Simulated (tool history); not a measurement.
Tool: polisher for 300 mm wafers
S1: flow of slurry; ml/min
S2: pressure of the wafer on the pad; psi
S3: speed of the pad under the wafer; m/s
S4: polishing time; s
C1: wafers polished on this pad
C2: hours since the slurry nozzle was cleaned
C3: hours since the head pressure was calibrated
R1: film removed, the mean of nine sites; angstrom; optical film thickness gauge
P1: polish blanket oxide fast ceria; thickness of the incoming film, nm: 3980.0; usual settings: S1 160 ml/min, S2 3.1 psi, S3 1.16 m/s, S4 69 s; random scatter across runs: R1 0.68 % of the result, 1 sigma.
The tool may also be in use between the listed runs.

| run | hour | S1 | S2 | S3 | S4 | C1 | C2 | C3 | R1 |
|---|---|---|---|---|---|---|---|---|---|
| 1 | 6.5 | 160 | 3.1 | 1.16 | 69 | 640 | 56.0 | 210.1 | 14681.0 |
| 2 | 12.3 | 160 | 3.1 | 1.16 | 69 | 713 | 61.8 | 215.9 | 14712.0 |
| 3 | 18.6 | 95 | 3.1 | 1.16 | 69 | 791 | 68.1 | 222.2 | 13463.0 |
| 4 | 24.5 | 160 | 3.1 | 1.16 | 31 | 865 | 74.0 | 228.1 | 6643.8 |
| 5 | 30.5 | 160 | 4.6 | 1.16 | 69 | 940 | 80.0 | 234.1 | 22007.0 |
| 6 | 36.2 | 160 | 3.1 | 0.64 | 69 | 1012 | 85.7 | 239.8 | 8162.0 |
| 7 | 39.5 | 160 | 3.1 | 1.16 | 69 | 1053 | 89.0 | 243.1 | 14781.0 |
| 8 | 47.1 | 160 | 1.4 | 1.16 | 69 | 1148 | 96.6 | 250.7 | 6703.1 |
| 9 | 51.9 | 160 | 3.1 | 1.16 | 69 | 1208 | 101.4 | 255.5 | 14853.0 |
| 10 | 58.6 | 110 | 3.1 | 0.88 | 69 | 1292 | 108.1 | 262.2 | 10509.0 |
| 11 | 62.6 | 160 | 3.1 | 1.16 | 95 | 1342 | 112.1 | 266.2 | 20478.0 |
| 12 | 68.7 | 215 | 3.1 | 1.16 | 69 | 1418 | 118.2 | 272.3 | 15413.0 |
| 13 | 74.2 | 160 | 3.1 | 1.16 | 69 | 1487 | 123.7 | 277.8 | 14972.0 |
| 14 | 79.7 | 160 | 1.7 | 1.16 | 95 | 1555 | 129.2 | 283.3 | 11255.0 |
| 15 | 84.1 | 160 | 3.1 | 1.16 | 69 | 1610 | 133.6 | 287.7 | 14858.0 |
| 16 | 91.2 | 160 | 3.1 | 1.76 | 69 | 1699 | 140.7 | 294.8 | 22537.0 |
| 17 | 95.4 | 160 | 3.1 | 1.16 | 69 | 1752 | 144.9 | 299.0 | 14799.0 |
| 18 | 100.4 | 160 | 3.1 | 1.16 | 69 | 1814 | 149.9 | 304.0 | 14736.0 |
| 19 | 106.8 | 160 | 3.1 | 1.16 | 69 | 1894 | 156.3 | 310.4 | 14154.0 |
| 20 | 113.4 | 160 | 3.1 | 1.16 | 69 | 1977 | 162.9 | 317.0 | 14141.0 |
| 21 | 118.3 | 160 | 3.1 | 1.16 | 69 | 2038 | 167.8 | 321.9 | 14027.0 |

Forecast run 22:
| 22 | 125.5 | 160 | 3.1 | 1.16 | 69 | 2128 | 175.0 | 329.1 | ? |

Logged for run 22: R1 13838.0 angstrom.
